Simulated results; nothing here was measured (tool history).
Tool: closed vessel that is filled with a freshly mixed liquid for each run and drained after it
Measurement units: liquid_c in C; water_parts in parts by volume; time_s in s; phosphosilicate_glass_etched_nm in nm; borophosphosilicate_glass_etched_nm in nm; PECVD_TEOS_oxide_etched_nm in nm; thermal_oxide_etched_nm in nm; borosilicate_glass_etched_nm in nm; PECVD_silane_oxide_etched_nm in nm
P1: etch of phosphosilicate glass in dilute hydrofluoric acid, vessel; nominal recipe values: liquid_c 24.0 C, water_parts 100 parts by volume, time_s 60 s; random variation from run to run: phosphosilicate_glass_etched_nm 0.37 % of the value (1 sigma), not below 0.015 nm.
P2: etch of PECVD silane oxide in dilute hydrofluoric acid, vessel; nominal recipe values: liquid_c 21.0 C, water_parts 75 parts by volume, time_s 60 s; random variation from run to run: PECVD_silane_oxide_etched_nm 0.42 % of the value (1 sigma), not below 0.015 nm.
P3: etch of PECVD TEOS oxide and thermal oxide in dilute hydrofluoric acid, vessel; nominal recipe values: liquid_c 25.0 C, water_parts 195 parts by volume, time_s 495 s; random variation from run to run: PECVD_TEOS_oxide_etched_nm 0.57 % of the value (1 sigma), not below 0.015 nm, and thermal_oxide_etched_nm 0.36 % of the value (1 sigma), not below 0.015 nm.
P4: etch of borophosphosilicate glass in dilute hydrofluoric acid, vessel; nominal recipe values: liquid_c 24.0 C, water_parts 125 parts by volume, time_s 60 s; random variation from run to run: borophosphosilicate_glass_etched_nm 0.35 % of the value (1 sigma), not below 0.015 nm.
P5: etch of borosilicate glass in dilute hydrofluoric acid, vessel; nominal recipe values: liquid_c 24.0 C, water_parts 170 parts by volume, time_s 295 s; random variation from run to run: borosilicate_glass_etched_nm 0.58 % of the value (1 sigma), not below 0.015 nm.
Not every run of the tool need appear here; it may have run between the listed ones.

run,day,process,liquid_c,water_parts,time_s,phosphosilicate_glass_etched_nm,borophosphosilicate_glass_etched_nm,PECVD_TEOS_oxide_etched_nm,thermal_oxide_etched_nm,borosilicate_glass_etched_nm,PECVD_silane_oxide_etched_nm
1,0.346,P1,24.0,100,60,68.185,,,,,
2,0.917,P4,24.0,125,60,,17.7040,,,,
3,1.571,P3,33.5,195,495,,,66.232,15.3670,,
4,2.138,P1,24.0,100,60,67.692,,,,,
5,2.788,P1,24.0,100,60,67.622,,,,,
6,3.238,P5,24.0,70,295,,,,,103.150,
7,3.696,P3,25.0,340,495,,,24.429,5.6505,,
8,4.217,P4,18.0,125,60,,13.9190,,,,
9,4.679,P1,24.0,50,95,229.470,,,,,
10,5.092,P1,24.0,100,60,67.694,,,,,
11,5.454,P1,20.0,100,60,57.833,,,,,
12,5.792,P2,28.0,75,60,,,,,,30.596
13,6.312,P2,21.0,110,60,,,,,,15.071
14,6.725,P1,24.0,100,30,33.896,,,,,
15,7.304,P4,24.0,125,30,,8.8386,,,,
16,7.812,P5,31.5,170,295,,,,,49.100,
17,8.162,P1,24.0,100,60,67.460,,,,,
18,8.575,P3,25.0,195,955,,,93.406,21.9160,,
19,9.104,P1,29.5,100,60,83.224,,,,,
20,9.400,P1,17.0,100,85,72.172,,,,,
21,9.946,P1,29.0,150,60,51.044,,,,,
22,10.600,P1,24.0,160,60,39.501,,,,,
23,11.000,P1,24.0,100,110,124.360,,,,,
24,11.304,P5,24.0,170,425,,,,,54.174,
25,11.629,P3,25.0,195,495,,,49.280,11.3470,,
26,11.912,P2,21.0,75,60,,,,,,23.163
27,12.404,P5,24.0,170,295,,,,,36.962,
28,12.933,P4,24.0,200,60,,10.2560,,,,
29,13.396,P1,24.0,50,60,143.520,,,,,
30,14.012,P2,21.0,75,30,,,,,,11.462
31,14.400,P1,24.0,100,60,67.567,,,,,
32,14.733,P1,24.0,100,60,67.805,,,,,
33,15.046,P1,24.0,100,60,69.464,,,,,
34,15.446,P1,24.0,100,60,71.047,,,,,
35,15.742,P1,24.0,100,60,71.470,,,,,
36,16.288,P1,24.0,100,60,72.950,,,,,
37,16.833,P1,24.0,100,60,72.709,,,,,
38,17.292,P1,24.0,100,60,73.000,,,,,
39,17.933,P1,24.0,100,60,73.671,,,,,

Something has made what P1 gives creep away from where it was; the 2 causes below, each at its own stated size, fit the log equally well:
A: hydrofluoric acid flow above the setpoint (%) = 7.61
B: liquid hotter than its thermometer reads (K) = 2.1
Onset of the creep was near day 14.733.

Question marks stand in for the results of the 4 check runs listed below, each run on one wafer. Under which run would the listed causes show clearly different results?
check 1,18.575,P4,19.0,190,60,,?,,,,
check 2,18.575,P3,33.0,335,495,,,?,?,,
check 3,18.575,P5,31.0,105,295,,,,,?,
check 4,18.575,P2,24.0,100,60,,,,,,?

What every check run would give for each of its results, assuming each possible cause in turn:
check,result,if A,if B
check 1,borophosphosilicate_glass_etched_nm,9.7606,9.7123
check 2,PECVD_TEOS_oxide_etched_nm,35.364,34.061
check 2,thermal_oxide_etched_nm,8.1705,7.8694
check 3,borosilicate_glass_etched_nm,93.204,92.533
check 4,PECVD_silane_oxide_etched_nm,20.596,20.603
Gap, in per cent, between the two causes that each check separates least, read from the result that separates them most: check 1 0.5 %; check 2 3.75 %; check 3 0.72 %; check 4 0.04 %
Of the check runs offered, only check 2 discriminates between the causes; the rest would read about the same regardless of which cause applies.

Here is what check 2 returned: PECVD_TEOS_oxide_etched_nm 34.117 nm; thermal_oxide_etched_nm 7.8311 nm. Which cause is it?

B is the cause: liquid hotter than its thermometer reads (K).
